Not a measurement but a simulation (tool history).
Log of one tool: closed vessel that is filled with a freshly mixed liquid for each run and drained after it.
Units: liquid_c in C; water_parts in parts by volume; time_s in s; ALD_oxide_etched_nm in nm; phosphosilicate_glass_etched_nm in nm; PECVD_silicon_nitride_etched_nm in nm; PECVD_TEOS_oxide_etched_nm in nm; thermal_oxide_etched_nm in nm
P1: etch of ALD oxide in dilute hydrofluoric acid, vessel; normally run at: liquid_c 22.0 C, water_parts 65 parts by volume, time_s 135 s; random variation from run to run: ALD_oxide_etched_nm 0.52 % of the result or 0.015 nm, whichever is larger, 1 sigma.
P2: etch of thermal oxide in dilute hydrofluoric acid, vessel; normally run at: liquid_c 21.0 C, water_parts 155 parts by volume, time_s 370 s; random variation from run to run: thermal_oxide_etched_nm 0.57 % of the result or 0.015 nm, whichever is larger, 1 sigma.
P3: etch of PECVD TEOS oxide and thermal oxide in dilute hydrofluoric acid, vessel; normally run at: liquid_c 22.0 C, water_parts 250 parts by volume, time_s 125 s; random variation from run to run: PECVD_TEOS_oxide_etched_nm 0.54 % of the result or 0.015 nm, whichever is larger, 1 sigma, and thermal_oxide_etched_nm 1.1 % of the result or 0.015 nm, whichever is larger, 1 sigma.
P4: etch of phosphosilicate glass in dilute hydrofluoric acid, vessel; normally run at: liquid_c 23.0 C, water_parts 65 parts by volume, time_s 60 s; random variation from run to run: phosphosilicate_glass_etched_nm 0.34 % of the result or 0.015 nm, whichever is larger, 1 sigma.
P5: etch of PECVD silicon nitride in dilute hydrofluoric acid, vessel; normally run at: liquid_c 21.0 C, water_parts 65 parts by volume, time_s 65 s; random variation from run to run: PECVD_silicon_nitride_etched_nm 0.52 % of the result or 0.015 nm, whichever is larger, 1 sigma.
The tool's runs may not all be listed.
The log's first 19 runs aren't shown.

run,hour,process,liquid_c,water_parts,time_s,hours since the thermometer was replaced,hours since the hydrofluoric acid flow meter was replaced,ALD_oxide_etched_nm,phosphosilicate_glass_etched_nm,PECVD_silicon_nitride_etched_nm,PECVD_TEOS_oxide_etched_nm,thermal_oxide_etched_nm
20,102.5,P2,21.0,155,370,300.6,540.0,,,,,8.80250
21,105.9,P3,17.0,250,125,304.0,543.4,,,,6.4368,1.59010
22,109.7,P3,22.0,435,125,307.8,547.2,,,,3.7498,0.94877
23,114.8,P2,17.0,155,370,312.9,552.3,,,,,7.51560
24,121.5,P1,22.0,65,135,319.6,559.0,20.2940,,,,
# hour 122.9: hydrofluoric acid flow meter replaced
25,127.9,P1,22.0,105,135,326.0,5.1,12.1760,,,,
26,133.9,P2,21.0,155,65,332.0,11.1,,,,,1.54990
27,140.5,P4,23.0,95,60,338.6,17.7,,57.846,,,
28,147.5,P1,22.0,65,195,345.6,24.7,29.5730,,,,

Run 29 comes next. What will it give?
29,150.9,P1,22.0,20,135,349.0,28.1,?,,,,

ALD_oxide_etched_nm: 69.9080 nm
